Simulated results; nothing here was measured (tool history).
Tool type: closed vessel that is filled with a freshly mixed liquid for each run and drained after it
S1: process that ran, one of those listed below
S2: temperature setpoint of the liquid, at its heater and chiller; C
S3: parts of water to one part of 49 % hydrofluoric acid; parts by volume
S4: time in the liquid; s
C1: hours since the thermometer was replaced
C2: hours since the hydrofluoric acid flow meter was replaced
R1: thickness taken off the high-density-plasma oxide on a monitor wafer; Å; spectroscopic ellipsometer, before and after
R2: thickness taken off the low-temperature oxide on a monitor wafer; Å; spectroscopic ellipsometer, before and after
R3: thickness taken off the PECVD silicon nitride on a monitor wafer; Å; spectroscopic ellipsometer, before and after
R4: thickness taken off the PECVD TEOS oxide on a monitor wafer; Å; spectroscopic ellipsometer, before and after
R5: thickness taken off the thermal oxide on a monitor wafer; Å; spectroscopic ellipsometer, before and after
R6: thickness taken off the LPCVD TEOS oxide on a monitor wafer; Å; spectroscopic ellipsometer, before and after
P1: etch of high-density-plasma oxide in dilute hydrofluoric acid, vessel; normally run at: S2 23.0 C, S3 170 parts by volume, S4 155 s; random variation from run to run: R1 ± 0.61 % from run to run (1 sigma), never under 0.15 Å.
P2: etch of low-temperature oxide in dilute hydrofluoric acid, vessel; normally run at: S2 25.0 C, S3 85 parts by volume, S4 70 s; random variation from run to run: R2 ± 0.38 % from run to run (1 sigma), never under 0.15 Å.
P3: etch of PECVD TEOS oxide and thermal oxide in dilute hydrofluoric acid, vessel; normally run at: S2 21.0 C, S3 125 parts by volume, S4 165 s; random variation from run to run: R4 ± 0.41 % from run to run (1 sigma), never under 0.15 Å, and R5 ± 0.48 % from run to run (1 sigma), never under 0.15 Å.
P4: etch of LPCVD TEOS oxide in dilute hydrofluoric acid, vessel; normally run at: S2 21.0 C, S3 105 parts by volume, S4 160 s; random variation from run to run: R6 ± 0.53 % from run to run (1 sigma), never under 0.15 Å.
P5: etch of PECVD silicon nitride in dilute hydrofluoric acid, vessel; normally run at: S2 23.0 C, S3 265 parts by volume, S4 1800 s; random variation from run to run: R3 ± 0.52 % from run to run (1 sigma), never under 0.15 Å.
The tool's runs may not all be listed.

run,hour,S1,S2,S3,S4,C1,C2,R1,R2,R3,R4,R5,R6
1,18.0,P1,23.0,170,155,1710.7,506.7,54.8520,,,,,
2,31.1,P1,23.0,170,155,1723.8,519.8,54.8860,,,,,
3,48.1,P1,17.0,170,155,1740.8,536.8,43.0810,,,,,
4,67.0,P2,25.0,85,30,1759.7,555.7,,48.377,,,,
5,78.2,P5,17.5,265,1800,1770.9,566.9,,,131.320,,,
6,91.0,P3,21.0,210,165,1783.7,579.7,,,,114.10,27.870,
7,103.1,P4,21.0,105,160,1795.8,591.8,,,,,,369.94
8,120.0,P1,30.5,170,155,1812.7,608.7,71.7280,,,,,
9,131.2,P2,25.0,130,70,1823.9,619.9,,70.497,,,,
10,147.2,P4,21.0,105,260,1839.9,635.9,,,,,,600.86
11,155.6,P3,21.0,125,165,1848.3,644.3,,,,210.78,51.373,
12,166.3,P5,23.0,265,385,1859.0,655.0,,,39.813,,,
13,181.0,P5,23.0,265,1800,1873.7,669.7,,,185.780,,,
14,196.4,P1,23.0,290,30,1889.1,685.1,5.4482,,,,,
15,207.3,P4,17.0,105,160,1900.0,696.0,,,,,,314.57
16,219.0,P1,23.0,170,155,1911.7,707.7,55.0540,,,,,
17,236.5,P1,23.0,245,60,1929.2,725.2,13.7340,,,,,
18,252.9,P3,17.0,125,165,1945.6,741.6,,,,178.89,43.813,
19,263.7,P1,23.0,285,155,1956.4,752.4,29.1530,,,,,
20,274.0,P1,23.0,170,155,1966.7,762.7,54.9840,,,,,
21,293.0,P5,23.0,120,1800,1985.7,781.7,,,406.340,,,
22,307.5,P1,23.0,170,50,2000.2,796.2,17.4660,,,,,
23,316.4,P3,21.0,125,255,2009.1,805.1,,,,326.97,79.976,
24,334.1,P4,21.0,65,160,2026.8,822.8,,,,,,630.30
25,342.5,P3,21.0,125,165,2035.2,831.2,,,,209.75,51.048,
26,360.0,P2,25.0,85,70,2052.7,848.7,,112.170,,,,
27,377.7,P1,23.0,170,155,2070.4,866.4,54.3730,,,,,
28,394.2,P2,20.5,85,70,2086.9,882.9,,94.054,,,,
29,406.0,P1,23.0,170,155,2098.7,894.7,54.2340,,,,,
30,423.8,P1,23.0,30,155,2116.5,912.5,366.7100,,,,,
31,438.6,P1,23.0,170,240,2131.3,927.3,84.9130,,,,,
32,453.4,P1,17.0,255,155,2146.1,942.1,26.8920,,,,,
33,464.6,P1,23.0,170,155,2157.3,953.3,54.2880,,,,,
34,472.9,P1,23.0,170,155,2165.6,961.6,54.9740,,,,,
35,488.8,P1,23.0,170,155,2181.5,977.5,57.0540,,,,,
36,499.6,P1,23.0,170,155,2192.3,988.3,57.9040,,,,,
37,515.7,P1,23.0,170,155,2208.4,1004.4,58.7670,,,,,
38,534.6,P1,23.0,170,155,2227.3,1023.3,58.5180,,,,,
39,551.0,P1,23.0,170,155,2243.7,1039.7,58.6130,,,,,
40,562.9,P1,23.0,170,155,2255.6,1051.6,59.5450,,,,,
41,580.4,P1,23.0,170,155,2273.1,1069.1,59.0000,,,,,
42,593.8,P1,23.0,170,155,2286.5,1082.5,59.6350,,,,,
43,603.2,P1,23.0,170,155,2295.9,1091.9,60.3430,,,,,

The log shows P1 creeping away from where it was. Any of the 2 causes listed here, at the size stated for it, fits the log just as well as the others:
A: liquid hotter than its thermometer reads (K) = 2.3
B: hydrofluoric acid flow above the setpoint (%) = 7.61
Creep in the process output first set in at about hour 464.6.

Which of the 4 check runs listed below separates the causes, so that each cause would produce a clearly different result? Each run uses one wafer, and its results are marked with question marks.
check 1,612.6,P4,21.0,105,160,,,,,,,,?
check 2,612.6,P5,23.0,265,1800,,,,,?,,,
check 3,612.6,P2,25.0,85,70,,,,?,,,,
check 4,612.6,P3,21.0,125,165,,,,,,?,?,

How each check would come out, cause by cause:
check,result,if A,if B
check 1,R6,407.12,402.88
check 2,R3,215.760,201.260
check 3,R2,123.900,122.750
check 4,R4,230.33,228.51
check 4,R5,56.354,55.908
Per-check spread between the two closest causes, in the result where they differ most: check 1 1.05 %; check 2 6.96 %; check 3 0.93 %; check 4 0.79 %
The other checks would show nearly matching results whichever cause is true, so check 2 is the only one that separates the causes.

Check 2 was carried out, with these results: R3 215.340 Å. Which of the listed causes is responsible?

Of the candidate causes, it is A: liquid hotter than its thermometer reads (K).

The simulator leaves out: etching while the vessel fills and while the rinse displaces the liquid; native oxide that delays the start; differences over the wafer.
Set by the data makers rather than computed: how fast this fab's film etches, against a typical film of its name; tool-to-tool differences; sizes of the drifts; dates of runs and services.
